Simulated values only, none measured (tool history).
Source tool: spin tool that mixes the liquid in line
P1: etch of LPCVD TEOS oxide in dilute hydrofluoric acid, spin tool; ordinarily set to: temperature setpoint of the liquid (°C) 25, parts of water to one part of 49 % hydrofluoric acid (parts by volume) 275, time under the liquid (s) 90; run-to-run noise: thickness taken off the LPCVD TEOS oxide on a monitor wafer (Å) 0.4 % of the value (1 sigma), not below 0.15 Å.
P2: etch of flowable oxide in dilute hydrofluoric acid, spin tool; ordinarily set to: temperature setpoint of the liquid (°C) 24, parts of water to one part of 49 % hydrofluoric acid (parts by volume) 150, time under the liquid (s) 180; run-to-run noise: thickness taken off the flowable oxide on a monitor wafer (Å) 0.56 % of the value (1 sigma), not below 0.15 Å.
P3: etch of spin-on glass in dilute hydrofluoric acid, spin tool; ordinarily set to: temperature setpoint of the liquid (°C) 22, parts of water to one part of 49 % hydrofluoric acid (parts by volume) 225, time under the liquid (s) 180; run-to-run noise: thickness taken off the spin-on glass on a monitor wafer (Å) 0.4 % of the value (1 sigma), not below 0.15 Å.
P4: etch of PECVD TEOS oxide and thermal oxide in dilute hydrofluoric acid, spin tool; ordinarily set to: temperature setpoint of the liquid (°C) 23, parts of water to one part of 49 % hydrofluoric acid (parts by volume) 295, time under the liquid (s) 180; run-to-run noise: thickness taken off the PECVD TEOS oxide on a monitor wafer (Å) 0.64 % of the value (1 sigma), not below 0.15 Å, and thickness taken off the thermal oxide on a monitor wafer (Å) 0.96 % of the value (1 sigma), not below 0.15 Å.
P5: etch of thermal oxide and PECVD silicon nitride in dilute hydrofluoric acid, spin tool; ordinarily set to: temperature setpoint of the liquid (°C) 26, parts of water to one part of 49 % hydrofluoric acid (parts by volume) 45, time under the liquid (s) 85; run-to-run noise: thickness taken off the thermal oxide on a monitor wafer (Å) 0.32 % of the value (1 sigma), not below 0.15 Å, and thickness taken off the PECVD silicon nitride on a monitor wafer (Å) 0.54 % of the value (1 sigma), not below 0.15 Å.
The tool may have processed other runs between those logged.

run,hour,process that ran,temperature setpoint of the liquid (°C),parts of water to one part of 49 % hydrofluoric acid (parts by volume),time under the liquid (s),thickness taken off the LPCVD TEOS oxide on a monitor wafer (Å),thickness taken off the spin-on glass on a monitor wafer (Å),thickness taken off the thermal oxide on a monitor wafer (Å),thickness taken off the PECVD silicon nitride on a monitor wafer (Å),thickness taken off the PECVD TEOS oxide on a monitor wafer (Å),thickness taken off the flowable oxide on a monitor wafer (Å)
1,9.6,P1,25,275,90,80.714,,,,,
2,25.9,P3,22,225,180,,257.62,,,,
3,44.3,P5,19,45,85,,,73.122,50.501,,
4,57.4,P3,22,95,180,,704.77,,,,
5,67.4,P1,25,275,90,80.662,,,,,
6,80.1,P4,23,295,65,,,8.5345,,14.58,
7,96.2,P2,24,150,15,,,,,,38.142
8,113.5,P4,23,45,180,,,200.63,,342.41,
9,127.3,P1,25,95,90,285.91,,,,,
10,141.5,P5,26,60,85,,,71.731,60.559,,
11,150.2,P3,18,225,180,,223.04,,,,
12,167.5,P3,22,225,180,,260.75,,,,
13,180.3,P5,26,45,145,,,166.04,137.14,,
# hour 182.3: thermometer replaced
14,188.8,P1,25,275,165,147.51,,,,,
15,205.2,P1,25,275,15,13.491,,,,,
16,217.6,P4,28.5,295,180,,,27.318,,47.699,
17,226.4,P1,25,425,90,44.959,,,,,
18,240.1,P2,24,270,180,,,,,,225.89
19,253.8,P1,21,275,90,69.638,,,,,
20,267.5,P1,25,275,90,80.66,,,,,
21,280.4,P5,26,45,85,,,97.501,81.297,,
22,290.9,P1,32,275,90,101.11,,,,,
23,301.4,P2,24,150,180,,,,,,459.78
24,310.2,P1,25,275,90,80.651,,,,,
25,320.5,P4,23,295,180,,,22.857,,40.072,
26,333.1,P1,30.5,90,90,373.94,,,,,
27,348.5,P2,29.5,150,180,,,,,,564.7
28,359.6,P3,22,225,350,,502.23,,,,
29,373.3,P1,25,275,90,80.646,,,,,
30,383,P2,24,150,180,,,,,,460.47
31,392.4,P5,26,45,85,,,98.245,79.966,,
32,408.7,P1,25,275,90,80.396,,,,,
33,424.7,P1,25,275,90,78.121,,,,,
34,440.4,P1,25,275,90,77.912,,,,,
35,454.6,P1,25,275,90,76.896,,,,,
36,469.8,P1,25,275,90,76.475,,,,,
37,485.4,P1,25,275,90,76.709,,,,,
38,502.8,P1,25,275,90,75.482,,,,,
39,521,P1,25,275,90,75.781,,,,,
40,536.6,P1,25,275,90,75.314,,,,,

P1 no longer gives what it gave before; its output has crept away from where it was. The following 2 causes, each at its listed size, fit the log equally well:
A: hydrofluoric acid flow below the setpoint (%) = 4.67
B: liquid colder than its thermometer reads (K) = 1.75
Creep in the process output first set in at about hour 408.7.

Consider the 4 single-wafer check runs listed below, results given as question marks: which one distinguishes between the causes by giving clearly different results for each?
check 1,552.2,P2,24,150,180,,,,,,?
check 2,552.2,P3,22,225,180,,?,,,,
check 3,552.2,P4,23,295,180,,,?,,?,
check 4,552.2,P5,26,45,85,,,?,?,,

Predicted outcomes, by check and by cause:
check,result,if A,if B
check 1,thickness taken off the flowable oxide on a monitor wafer (Å),435.22,430.33
check 2,thickness taken off the spin-on glass on a monitor wafer (Å),244.39,242.69
check 3,thickness taken off the thermal oxide on a monitor wafer (Å),21.714,21.696
check 3,thickness taken off the PECVD TEOS oxide on a monitor wafer (Å),37.612,37.58
check 4,thickness taken off the thermal oxide on a monitor wafer (Å),92.629,90.716
check 4,thickness taken off the PECVD silicon nitride on a monitor wafer (Å),76.944,71.704
Minimum pairwise separation of causes per check, each pair taken at its best-separating result: check 1 1.13 %; check 2 0.7 %; check 3 0.08 %; check 4 7.05 %
Only in check 4 would the causes give clearly different results; in the remaining checks their results would be nearly the same.

With check 4 done, the readings were: thickness taken off the thermal oxide on a monitor wafer (Å) 92.472; thickness taken off the PECVD silicon nitride on a monitor wafer (Å) 76.915. Identify which of the listed causes applies.

Of the candidate causes, it is A: hydrofluoric acid flow below the setpoint (%).
